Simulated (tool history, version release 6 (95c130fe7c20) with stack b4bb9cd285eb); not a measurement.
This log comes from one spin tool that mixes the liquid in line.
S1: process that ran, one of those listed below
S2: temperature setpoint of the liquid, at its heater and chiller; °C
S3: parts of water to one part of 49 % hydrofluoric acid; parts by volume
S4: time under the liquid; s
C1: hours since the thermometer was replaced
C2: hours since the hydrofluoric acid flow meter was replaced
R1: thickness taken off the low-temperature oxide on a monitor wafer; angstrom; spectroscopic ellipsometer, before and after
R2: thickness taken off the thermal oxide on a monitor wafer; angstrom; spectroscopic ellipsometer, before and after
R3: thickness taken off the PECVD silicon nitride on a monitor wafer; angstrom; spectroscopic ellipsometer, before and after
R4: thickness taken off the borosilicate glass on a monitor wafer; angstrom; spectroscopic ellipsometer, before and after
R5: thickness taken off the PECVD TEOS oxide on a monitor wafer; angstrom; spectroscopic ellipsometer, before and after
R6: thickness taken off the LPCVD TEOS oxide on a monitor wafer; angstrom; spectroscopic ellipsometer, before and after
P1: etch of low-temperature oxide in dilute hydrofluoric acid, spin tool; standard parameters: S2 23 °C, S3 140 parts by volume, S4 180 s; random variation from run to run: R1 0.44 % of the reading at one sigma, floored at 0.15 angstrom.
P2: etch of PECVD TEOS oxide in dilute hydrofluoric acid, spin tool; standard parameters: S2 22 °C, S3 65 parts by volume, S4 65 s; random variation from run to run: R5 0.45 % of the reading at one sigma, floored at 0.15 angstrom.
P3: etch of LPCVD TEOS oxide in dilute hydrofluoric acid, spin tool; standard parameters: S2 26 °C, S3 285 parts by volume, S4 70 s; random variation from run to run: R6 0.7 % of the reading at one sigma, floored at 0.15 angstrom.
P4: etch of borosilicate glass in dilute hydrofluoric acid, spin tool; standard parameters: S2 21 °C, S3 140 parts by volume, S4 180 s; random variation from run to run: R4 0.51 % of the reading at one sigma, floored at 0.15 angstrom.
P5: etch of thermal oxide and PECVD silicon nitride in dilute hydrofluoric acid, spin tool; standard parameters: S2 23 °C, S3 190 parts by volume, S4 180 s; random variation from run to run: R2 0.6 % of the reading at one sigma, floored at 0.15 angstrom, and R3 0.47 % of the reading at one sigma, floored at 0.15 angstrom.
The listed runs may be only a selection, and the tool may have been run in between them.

run,day,S1,S2,S3,S4,C1,C2,R1,R2,R3,R4,R5,R6
1,0.367,P1,23,140,180,1177.6,143.7,185.14,,,,,
2,0.662,P5,23,190,280,1184.7,150.8,,57.805,82.062,,,
3,0.975,P1,23,50,305,1192.2,158.3,972.86,,,,,
4,1.317,P1,23,140,180,1200.4,166.5,184.4,,,,,
5,1.567,P4,21,140,55,1206.4,172.5,,,,101.38,,
6,1.833,P2,29,65,65,1212.8,178.9,,,,,144.54,
7,2.258,P4,21,220,180,1223,189.1,,,,195.17,,
8,2.608,P4,21,140,180,1231.4,197.5,,,,332.8,,
9,2.892,P1,23,215,180,1238.2,204.3,111.56,,,,,
10,3.267,P3,26,285,110,1247.2,213.3,,,,,,63.361
11,3.612,P2,22,30,65,1255.5,221.6,,,,,247.67,
12,3.854,P3,26,155,70,1261.3,227.4,,,,,,86.449
13,4.233,P1,23,140,180,1270.4,236.5,185.05,,,,,
14,4.604,P1,23,140,180,1279.3,245.4,184.89,,,,,
15,4.929,P2,22,65,65,1287.1,253.2,,,,,109.26,
16,5.354,P1,23,140,360,1297.3,263.4,370.71,,,,,
17,5.704,P1,23,70,345,1305.7,271.8,766.6,,,,,
18,6.096,P5,23,190,180,1315.1,281.2,,37.521,52.508,,,
19,6.317,P1,27.5,140,180,1320.4,286.5,218.28,,,,,
20,6.562,P3,18,285,70,1326.3,292.4,,,,,,30.65
21,6.954,P5,23,335,180,1335.7,301.8,,18.135,29.539,,,
22,7.4,P4,21,140,180,1346.4,312.5,,,,333.35,,
23,7.638,P2,22,65,95,1352.1,318.2,,,,,160.09,
24,7.954,P4,25.5,140,180,1359.7,325.8,,,,397.55,,
25,8.25,P5,17,190,180,1366.8,332.9,,29.305,35.643,,,
26,8.45,P1,23,25,180,1371.6,337.7,1193.4,,,,,
27,8.883,P1,23,140,55,1382,348.1,56.495,,,,,
28,9.121,P2,22,65,65,1387.7,353.8,,,,,109.19,
29,9.492,P3,26,285,70,1396.6,362.7,,,,,,40.265
30,9.925,P1,19,140,180,1407,373.1,157.83,,,,,
31,10.254,P1,23,140,180,1414.9,381,186.48,,,,,
32,10.504,P1,23,140,180,1420.9,387,191.3,,,,,
33,10.725,P1,23,140,180,1426.2,392.3,194.21,,,,,
34,11.154,P1,23,140,180,1436.5,402.6,196.23,,,,,
35,11.471,P1,23,140,180,1444.1,410.2,199.37,,,,,
36,11.838,P1,23,140,180,1452.9,419,199.92,,,,,
37,12.242,P1,23,140,180,1462.6,428.7,199.91,,,,,
38,12.433,P1,23,140,180,1467.2,433.3,200.18,,,,,
39,12.846,P1,23,140,180,1477.1,443.2,200.68,,,,,

What P1 gives has crept away from where it was. These 2 causes fit the log equally well, each at the size given:
A: hydrofluoric acid flow above the setpoint (%) = 7.25
B: liquid hotter than its thermometer reads (K) = 2.11
The creep began at about day 10.254.

Of the 4 check runs listed below, each run on one wafer and each result written as a question mark, which would let you distinguish the listed causes because they would give clearly different results?
check 1,13.258,P4,21,140,180,,,,,,?,,
check 2,13.258,P5,23,190,180,,,,?,?,,,
check 3,13.258,P3,26,285,70,,,,,,,,?
check 4,13.258,P2,22,65,65,,,,,,,?,

Expected result of each check under each candidate cause:
check,result,if A,if B
check 1,R4,361.39,362.31
check 2,R2,40.403,40.191
check 2,R3,56.195,59.966
check 3,R6,44.478,43.649
check 4,R5,117.62,118.94
Minimum pairwise separation of causes per check, each pair taken at its best-separating result: check 1 0.26 %; check 2 6.49 %; check 3 1.88 %; check 4 1.11 %
Check 2 tells the causes apart: in the others they would give nearly the same result.

Then check 2 was run and gave: R2 39.947 angstrom; R3 59.663 angstrom. Which cause is it?

The correct cause is B, namely: liquid hotter than its thermometer reads (K).
